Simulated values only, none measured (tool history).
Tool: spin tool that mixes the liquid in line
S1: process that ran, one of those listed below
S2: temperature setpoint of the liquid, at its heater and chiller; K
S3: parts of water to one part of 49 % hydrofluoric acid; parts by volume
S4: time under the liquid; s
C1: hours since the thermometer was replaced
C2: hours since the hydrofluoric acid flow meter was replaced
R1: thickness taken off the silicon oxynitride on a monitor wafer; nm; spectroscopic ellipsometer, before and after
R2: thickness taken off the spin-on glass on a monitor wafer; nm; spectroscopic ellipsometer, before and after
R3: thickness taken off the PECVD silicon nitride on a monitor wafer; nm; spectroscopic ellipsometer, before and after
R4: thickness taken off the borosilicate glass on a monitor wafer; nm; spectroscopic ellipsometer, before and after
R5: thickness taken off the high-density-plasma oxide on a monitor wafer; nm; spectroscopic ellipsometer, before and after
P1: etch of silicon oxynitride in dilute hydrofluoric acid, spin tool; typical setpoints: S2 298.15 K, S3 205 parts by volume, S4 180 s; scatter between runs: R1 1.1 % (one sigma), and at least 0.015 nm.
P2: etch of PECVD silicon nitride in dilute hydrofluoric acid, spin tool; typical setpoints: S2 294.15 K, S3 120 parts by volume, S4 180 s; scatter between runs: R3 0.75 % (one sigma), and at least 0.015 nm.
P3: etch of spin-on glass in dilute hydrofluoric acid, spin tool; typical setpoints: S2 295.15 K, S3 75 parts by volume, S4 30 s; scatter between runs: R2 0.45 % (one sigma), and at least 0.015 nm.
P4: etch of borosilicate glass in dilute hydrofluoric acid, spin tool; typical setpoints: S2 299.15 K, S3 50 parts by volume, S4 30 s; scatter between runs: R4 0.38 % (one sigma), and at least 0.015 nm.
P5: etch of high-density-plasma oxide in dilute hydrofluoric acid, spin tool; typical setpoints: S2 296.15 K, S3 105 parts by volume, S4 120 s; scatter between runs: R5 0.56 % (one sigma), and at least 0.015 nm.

Run 1, hour 4: S1 P1, S2 298.15 K, S3 205 parts by volume, S4 180 s; C1 348.9; C2 694.6. Result: R1 2.0452 nm.
Run 2, hour 6.5: S1 P3, S2 295.15 K, S3 45 parts by volume, S4 30 s; C1 351.4; C2 697.1. Result: R2 26.766 nm.
Run 3, hour 9: S1 P1, S2 298.15 K, S3 205 parts by volume, S4 180 s; C1 353.9; C2 699.6. Result: R1 2.088 nm.
Run 4, hour 13.9: S1 P2, S2 301.15 K, S3 120 parts by volume, S4 180 s; C1 358.8; C2 704.5. Result: R3 5.5224 nm.
Run 5, hour 18.7: S1 P1, S2 298.15 K, S3 205 parts by volume, S4 45 s; C1 363.6; C2 709.3. Result: R1 0.51403 nm.
Run 6, hour 23: S1 P4, S2 299.15 K, S3 50 parts by volume, S4 30 s; C1 367.9; C2 713.6. Result: R4 14.202 nm.
Run 7, hour 27.3: S1 P5, S2 300.15 K, S3 105 parts by volume, S4 120 s; C1 372.2; C2 717.9. Result: R5 9.9869 nm.
Run 8, hour 31.8: S1 P1, S2 298.15 K, S3 205 parts by volume, S4 180 s; C1 376.7; C2 722.4. Result: R1 2.0466 nm.
Run 9, hour 36.1: S1 P3, S2 295.15 K, S3 75 parts by volume, S4 45 s; C1 381; C2 726.7. Result: R2 23.356 nm.
Run 10, hour 41.1: S1 P4, S2 299.15 K, S3 50 parts by volume, S4 30 s; C1 386; C2 731.7. Result: R4 14.078 nm.
Run 11, hour 45.1: S1 P1, S2 294.15 K, S3 205 parts by volume, S4 350 s; C1 390; C2 735.7. Result: R1 3.2617 nm.
Run 12, hour 47.7: S1 P1, S2 298.15 K, S3 205 parts by volume, S4 180 s; C1 392.6; C2 738.3. Result: R1 2.0681 nm.
Run 13, hour 51.4: S1 P4, S2 291.15 K, S3 50 parts by volume, S4 30 s; C1 396.3; C2 742. Result: R4 10.08 nm.
Run 14, hour 56.1: S1 P1, S2 298.15 K, S3 205 parts by volume, S4 275 s; C1 401; C2 746.7. Result: R1 3.1437 nm.
Run 15, hour 59.1: S1 P1, S2 298.15 K, S3 205 parts by volume, S4 180 s; C1 404; C2 749.7. Result: R1 2.012 nm.
Run 16, hour 64.3: S1 P1, S2 298.15 K, S3 205 parts by volume, S4 180 s; C1 409.2; C2 754.9. Result: R1 2.0105 nm.
Run 17, hour 68.4: S1 P5, S2 296.15 K, S3 105 parts by volume, S4 120 s; C1 413.3; C2 759. Result: R5 8.4891 nm.
Run 18, hour 71.3: S1 P1, S2 306.65 K, S3 205 parts by volume, S4 180 s; C1 416.2; C2 761.9. Result: R1 2.915 nm.
Run 19, hour 73.8: S1 P1, S2 293.15 K, S3 205 parts by volume, S4 180 s; C1 418.7; C2 764.4. Result: R1 1.6286 nm.
Run 20, hour 78.8: S1 P2, S2 294.15 K, S3 45 parts by volume, S4 180 s; C1 423.7; C2 769.4. Result: R3 9.2035 nm.
Run 21, hour 84.4: S1 P1, S2 298.15 K, S3 45 parts by volume, S4 180 s; C1 429.3; C2 775. Result: R1 10.627 nm.
Run 22, hour 90: S1 P3, S2 290.15 K, S3 75 parts by volume, S4 30 s; C1 434.9; C2 780.6. Result: R2 12.633 nm.
Run 23, hour 94.5: S1 P4, S2 299.15 K, S3 50 parts by volume, S4 15 s; C1 439.4; C2 785.1. Result: R4 7.0868 nm.
Run 24, hour 99.8: S1 P5, S2 296.15 K, S3 105 parts by volume, S4 40 s; C1 444.7; C2 790.4. Result: R5 2.856 nm.
Run 25, hour 105: S1 P5, S2 296.15 K, S3 20 parts by volume, S4 120 s; C1 449.9; C2 795.6. Result: R5 49.387 nm.
Run 26, hour 107.6: S1 P2, S2 294.15 K, S3 120 parts by volume, S4 180 s; C1 452.5; C2 798.2. Result: R3 3.4613 nm.
Run 27, hour 112.1: S1 P4, S2 299.15 K, S3 20 parts by volume, S4 30 s; C1 457; C2 802.7. Result: R4 37.139 nm.
Run 28, hour 117.1: S1 P3, S2 295.15 K, S3 75 parts by volume, S4 30 s; C1 462; C2 807.7. Result: R2 15.571 nm.
Run 29, hour 121.3: S1 P2, S2 294.15 K, S3 120 parts by volume, S4 305 s; C1 466.2; C2 811.9. Result: R3 6.0062 nm.
At hour 121.9: thermometer replaced.
Run 30, hour 124.9: S1 P2, S2 294.15 K, S3 120 parts by volume, S4 180 s; C1 3; C2 815.5. Result: R3 3.4574 nm.
Run 31, hour 129: S1 P1, S2 298.15 K, S3 305 parts by volume, S4 180 s; C1 7.1; C2 819.6. Result: R1 1.2859 nm.
Run 32, hour 134: S1 P5, S2 296.15 K, S3 105 parts by volume, S4 120 s; C1 12.1; C2 824.6. Result: R5 8.4658 nm.
Run 33, hour 136.9: S1 P1, S2 298.15 K, S3 205 parts by volume, S4 180 s; C1 15; C2 827.5. Result: R1 2.0396 nm.
Run 34, hour 139.5: S1 P1, S2 298.15 K, S3 205 parts by volume, S4 180 s; C1 17.6; C2 830.1. Result: R1 2.0772 nm.
Run 35, hour 143.9: S1 P1, S2 298.15 K, S3 205 parts by volume, S4 180 s; C1 22; C2 834.5. Result: R1 2.1536 nm.
Run 36, hour 149.3: S1 P1, S2 298.15 K, S3 205 parts by volume, S4 180 s; C1 27.4; C2 839.9. Result: R1 2.2301 nm.
Run 37, hour 152.1: S1 P1, S2 298.15 K, S3 205 parts by volume, S4 180 s; C1 30.2; C2 842.7. Result: R1 2.2318 nm.
Run 38, hour 157.2: S1 P1, S2 298.15 K, S3 205 parts by volume, S4 180 s; C1 35.3; C2 847.8. Result: R1 2.2499 nm.
Run 39, hour 160: S1 P1, S2 298.15 K, S3 205 parts by volume, S4 180 s; C1 38.1; C2 850.6. Result: R1 2.2228 nm.
Run 40, hour 164: S1 P1, S2 298.15 K, S3 205 parts by volume, S4 180 s; C1 42.1; C2 854.6. Result: R1 2.2616 nm.
Run 41, hour 169.5: S1 P1, S2 298.15 K, S3 205 parts by volume, S4 180 s; C1 47.6; C2 860.1. Result: R1 2.251 nm.
Run 42, hour 172: S1 P1, S2 298.15 K, S3 205 parts by volume, S4 180 s; C1 50.1; C2 862.6. Result: R1 2.2512 nm.

The log shows P1 creeping away from where it was. Any of the 2 causes listed here, at the size stated for it, fits the log just as well as the others:
A: liquid hotter than its thermometer reads (K) = 2.25
B: hydrofluoric acid flow above the setpoint (%) = 8.86
At approximately hour 136.9, the process output began to creep.

Listed below are the offered check runs, one wafer per run, with question marks in place of results. For which of them would the causes give clearly different outcomes?
Run check 1, hour 174.5: S1 P2, S2 294.15 K, S3 120 parts by volume, S4 180 s. Result: R3 ?.
Run check 2, hour 174.5: S1 P4, S2 299.15 K, S3 50 parts by volume, S4 30 s. Result: R4 ?.
Run check 3, hour 174.5: S1 P3, S2 295.15 K, S3 75 parts by volume, S4 30 s. Result: R2 ?.
Run check 4, hour 174.5: S1 P5, S2 296.15 K, S3 105 parts by volume, S4 120 s. Result: R5 ?.

Expected result of each check under each candidate cause:
  check  result    if A    if B
check 1      R3  4.0585  3.7985
check 2      R4  15.545  15.549
check 3      R2  17.006   17.02
check 4      R5  9.2452  9.3051
Smallest distance between any two causes, each pair judged by its most separating result, in per cent: check 1 6.62 %; check 2 0.03 %; check 3 0.08 %; check 4 0.65 %
Check 1 distinguishes between the causes, while the remaining checks would return nearly the same result for all of them.

The results of check 1 are: R3 3.8586 nm. Based on these, which of the listed causes is it?

It was cause B: hydrofluoric acid flow above the setpoint (%).
